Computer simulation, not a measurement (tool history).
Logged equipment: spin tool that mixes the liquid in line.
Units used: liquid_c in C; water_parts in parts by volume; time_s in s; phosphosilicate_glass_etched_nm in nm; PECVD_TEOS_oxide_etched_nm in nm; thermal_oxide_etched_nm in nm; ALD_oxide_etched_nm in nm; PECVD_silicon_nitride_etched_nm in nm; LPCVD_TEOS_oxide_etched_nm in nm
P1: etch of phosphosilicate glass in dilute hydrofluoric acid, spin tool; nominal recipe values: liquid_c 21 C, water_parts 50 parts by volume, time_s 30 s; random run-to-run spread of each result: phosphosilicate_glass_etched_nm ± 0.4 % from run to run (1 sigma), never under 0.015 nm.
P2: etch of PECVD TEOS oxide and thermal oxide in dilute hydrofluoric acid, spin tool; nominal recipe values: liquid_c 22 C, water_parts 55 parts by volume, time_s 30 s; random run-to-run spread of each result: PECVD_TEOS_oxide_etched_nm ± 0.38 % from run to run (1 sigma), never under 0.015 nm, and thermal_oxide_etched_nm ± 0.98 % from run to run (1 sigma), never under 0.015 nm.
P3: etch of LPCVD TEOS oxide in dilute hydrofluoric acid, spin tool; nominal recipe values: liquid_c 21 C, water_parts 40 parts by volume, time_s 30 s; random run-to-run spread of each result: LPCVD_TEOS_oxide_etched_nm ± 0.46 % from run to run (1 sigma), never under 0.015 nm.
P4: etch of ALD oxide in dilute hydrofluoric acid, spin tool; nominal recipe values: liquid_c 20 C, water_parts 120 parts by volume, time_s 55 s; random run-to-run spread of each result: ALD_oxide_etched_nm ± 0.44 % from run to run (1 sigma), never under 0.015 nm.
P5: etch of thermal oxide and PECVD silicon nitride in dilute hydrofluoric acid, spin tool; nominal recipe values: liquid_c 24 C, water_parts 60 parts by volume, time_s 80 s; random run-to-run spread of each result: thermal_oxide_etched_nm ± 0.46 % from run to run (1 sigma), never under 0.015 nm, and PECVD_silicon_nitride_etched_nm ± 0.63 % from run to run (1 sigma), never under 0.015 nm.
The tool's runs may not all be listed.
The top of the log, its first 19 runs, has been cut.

| run | hour | process | liquid_c | water_parts | time_s | hours since the thermometer was replaced | hours since the hydrofluoric acid flow meter was replaced | phosphosilicate_glass_etched_nm | PECVD_TEOS_oxide_etched_nm | thermal_oxide_etched_nm | ALD_oxide_etched_nm | PECVD_silicon_nitride_etched_nm | LPCVD_TEOS_oxide_etched_nm |
|---|---|---|---|---|---|---|---|---|---|---|---|---|---|
| 20 | 167.8 | P5 | 24 | 60 | 80 | 358.9 | 598.7 |  |  | 6.2522 |  | 4.9225 |  |
| 21 | 175.3 | P3 | 21 | 40 | 15 | 366.4 | 606.2 |  |  |  |  |  | 12.597 |
| 22 | 182.6 | P1 | 21 | 80 | 15 | 373.7 | 613.5 | 15.468 |  |  |  |  |  |
| 23 | 188.5 | P2 | 22 | 55 | 15 | 379.6 | 619.4 |  | 4.3021 | 1.2673 |  |  |  |
| 24 | 195.9 | P1 | 28 | 50 | 55 | 387 | 626.8 | 125.85 |  |  |  |  |  |
| 25 | 202.8 | P1 | 21 | 50 | 30 | 393.9 | 633.7 | 51.682 |  |  |  |  |  |
| 26 | 212 | P1 | 21 | 50 | 15 | 403.1 | 642.9 | 25.792 |  |  |  |  |  |
| 27 | 222.7 | P3 | 21 | 60 | 30 | 413.8 | 653.6 |  |  |  |  |  | 16.242 |
| 28 | 232.3 | P4 | 20 | 120 | 55 | 423.4 | 663.2 |  |  |  | 5.578 |  |  |
| 29 | 243.7 | P1 | 21 | 85 | 30 | 434.8 | 674.6 | 29.067 |  |  |  |  |  |
| 30 | 252.7 | P3 | 21 | 40 | 30 | 443.8 | 683.6 |  |  |  |  |  | 25.002 |
| 31 | 258.6 | P3 | 21 | 40 | 30 | 449.7 | 689.5 |  |  |  |  |  | 24.872 |
| 32 | 263.7 | P1 | 21 | 50 | 55 | 454.8 | 694.6 | 93.816 |  |  |  |  |  |
| 33 | 273.5 | P2 | 18 | 55 | 30 | 464.6 | 704.4 |  | 7.2772 | 2.1386 |  |  |  |
| 34 | 279.4 | P1 | 21 | 50 | 30 | 470.5 | 710.3 | 51.262 |  |  |  |  |  |
| 35 | 289.3 | P1 | 21 | 50 | 30 | 480.4 | 720.2 | 50.456 |  |  |  |  |  |
| 36 | 297.2 | P1 | 21 | 50 | 30 | 488.3 | 728.1 | 49.432 |  |  |  |  |  |
| 37 | 304.4 | P1 | 21 | 50 | 30 | 495.5 | 735.3 | 49.124 |  |  |  |  |  |
| 38 | 315.5 | P1 | 21 | 50 | 30 | 506.6 | 746.4 | 48.432 |  |  |  |  |  |
| 39 | 325.3 | P1 | 21 | 50 | 30 | 516.4 | 756.2 | 48.334 |  |  |  |  |  |
| 40 | 332.3 | P1 | 21 | 50 | 30 | 523.4 | 763.2 | 48.432 |  |  |  |  |  |
| 41 | 339.3 | P1 | 21 | 50 | 30 | 530.4 | 770.2 | 48.216 |  |  |  |  |  |
| 42 | 346.3 | P1 | 21 | 50 | 30 | 537.4 | 777.2 | 48.107 |  |  |  |  |  |

What will run 43 give?
| 43 | 353.4 | P1 | 21 | 50 | 30 | 544.5 | 784.3 | ? |  |  |  |  |  |

Run 43 produced phosphosilicate_glass_etched_nm 48.323 nm.
